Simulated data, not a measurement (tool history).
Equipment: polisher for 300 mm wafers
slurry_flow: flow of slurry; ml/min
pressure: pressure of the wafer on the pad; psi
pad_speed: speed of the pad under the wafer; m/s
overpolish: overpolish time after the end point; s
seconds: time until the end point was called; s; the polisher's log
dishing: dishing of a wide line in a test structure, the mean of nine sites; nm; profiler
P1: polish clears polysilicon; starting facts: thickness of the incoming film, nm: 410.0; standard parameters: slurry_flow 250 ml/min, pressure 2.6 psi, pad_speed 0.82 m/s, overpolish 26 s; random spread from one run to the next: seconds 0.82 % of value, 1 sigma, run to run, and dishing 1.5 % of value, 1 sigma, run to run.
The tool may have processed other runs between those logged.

| run | day | slurry_flow | pressure | pad_speed | overpolish | wafers polished on this pad | hours since the slurry nozzle was cleaned | hours since the head pressure was calibrated | seconds | dishing |
|---|---|---|---|---|---|---|---|---|---|---|
| 1 | 0.271 | 250 | 2.6 | 0.82 | 26 | 900 | 598.2 | 305.7 | 39.432 | 49.616 |
| 2 | 0.617 | 250 | 2.6 | 0.82 | 42 | 969 | 606.5 | 314 | 39.594 | 50.111 |
| 3 | 0.825 | 380 | 2.6 | 0.82 | 26 | 1011 | 611.5 | 319 | 38.095 | 50.425 |
| 4 | 1.179 | 250 | 2.6 | 0.52 | 37 | 1081 | 620 | 327.5 | 63.113 | 49.854 |
| 5 | 1.438 | 250 | 2.6 | 1.2 | 26 | 1133 | 626.2 | 333.7 | 27.275 | 50.221 |
| 6 | 1.621 | 250 | 2.6 | 0.82 | 26 | 1169 | 630.6 | 338.1 | 39.931 | 50.91 |
| 7 | 1.804 | 250 | 2.6 | 0.38 | 26 | 1206 | 635 | 342.5 | 84.098 | 45.867 |
| 8 | 2.021 | 250 | 1.2 | 0.82 | 26 | 1249 | 640.2 | 347.7 | 87.258 | 47.999 |
| 9 | 2.358 | 250 | 2.6 | 0.82 | 26 | 1316 | 648.3 | 355.8 | 39.757 | 50.521 |
| 10 | 2.608 | 250 | 1.7 | 1.1 | 26 | 1366 | 654.3 | 361.8 | 45.388 | 49.762 |
| 11 | 2.908 | 150 | 2.6 | 0.82 | 26 | 1425 | 661.5 | 369 | 42.512 | 49.766 |
| 12 | 3.204 | 250 | 2.6 | 0.82 | 26 | 1484 | 668.6 | 376.1 | 40.163 | 50.935 |
| 13 | 3.525 | 250 | 4.1 | 0.82 | 26 | 1548 | 676.3 | 383.8 | 25.507 | 51.374 |
| 14 | 3.708 | 250 | 2.6 | 0.82 | 13 | 1585 | 680.7 | 388.2 | 39.656 | 46.954 |
| 15 | 3.967 | 250 | 2.6 | 0.82 | 26 | 1636 | 686.9 | 394.4 | 39.755 | 50.22 |
| 16 | 4.358 | 250 | 2.6 | 0.82 | 26 | 1714 | 696.3 | 403.8 | 39.713 | 49.72 |
| 17 | 4.55 | 250 | 2.6 | 0.82 | 26 | 1752 | 700.9 | 408.4 | 40.172 | 50.706 |
| 18 | 4.883 | 250 | 2.6 | 0.82 | 26 | 1819 | 708.9 | 416.4 | 41.015 | 51.248 |
| 19 | 5.208 | 250 | 2.6 | 0.82 | 26 | 1883 | 716.7 | 424.2 | 41.403 | 50.423 |
| 20 | 5.446 | 250 | 2.6 | 0.82 | 26 | 1931 | 722.4 | 429.9 | 41.326 | 50.313 |
| 21 | 5.767 | 250 | 2.6 | 0.82 | 26 | 1995 | 730.1 | 437.6 | 41.338 | 50.52 |
| 22 | 5.996 | 250 | 2.6 | 0.82 | 26 | 2040 | 735.6 | 443.1 | 41.364 | 49.45 |
|  | 6.242 | head pressure recalibrated |
| 23 | 6.312 | 250 | 2.6 | 0.82 | 26 | 2103 | 743.2 | 1.8 | 41.817 | 50.958 |
| 24 | 6.504 | 250 | 2.6 | 0.82 | 26 | 2141 | 747.8 | 6.4 | 41.834 | 50.216 |
| 25 | 6.762 | 250 | 2.6 | 0.82 | 26 | 2193 | 754 | 12.6 | 41.837 | 48.616 |
| 26 | 7.138 | 250 | 2.6 | 0.82 | 26 | 2267 | 763 | 21.6 | 42.389 | 51.461 |

The log shows P1 creeping away from where it was. Any of the 2 causes listed here, at the size stated for it, fits the log just as well as the others:
A: slurry flow missing at the pad, % = 33.1
B: removal rate lost through wear of the pad, % = 5.09
The creep began at about day 4.358.
All other causes, with the reason each is excluded:
head's pressure below its setpoint, %: was serviced at day 6.242, once the creep was under way, yet the earlier output never came back

You are offered 4 check runs, listed below with question marks in place of their results; each one averages 5 wafers. Which run separates the listed causes by giving clearly different results for each?
| check 1 | 7.512 | 150 | 2.6 | 0.64 | 26 |  |  |  | ? | ? |
| check 2 | 7.512 | 250 | 1.6 | 0.82 | 26 |  |  |  | ? | ? |
| check 3 | 7.512 | 250 | 2.1 | 0.82 | 26 |  |  |  | ? | ? |
| check 4 | 7.512 | 250 | 2.6 | 0.52 | 26 |  |  |  | ? | ? |

Outcome of each check run for each possible cause:
| check | result | if A | if B |
|---|---|---|---|
| check 1 | seconds | 59.286 | 57.449 |
| check 1 | dishing | 49.225 | 49.373 |
| check 2 | seconds | 67.929 | 67.93 |
| check 2 | dishing | 48.429 | 48.429 |
| check 3 | seconds | 51.756 | 51.756 |
| check 3 | dishing | 49.782 | 49.782 |
| check 4 | seconds | 65.92 | 65.92 |
| check 4 | dishing | 48.627 | 48.627 |
How far apart the two closest causes lie, in the result that separates them most: check 1 3.15 %; check 2 0 %; check 3 0 %; check 4 0 %
Check 1 is the one run that separates the causes; every other check would come out nearly the same whichever cause is at work.

The results of check 1 are: seconds 57.336 s; dishing 49.681 nm. Based on these, which of the listed causes is it?

The cause is B: removal rate lost through wear of the pad, %.
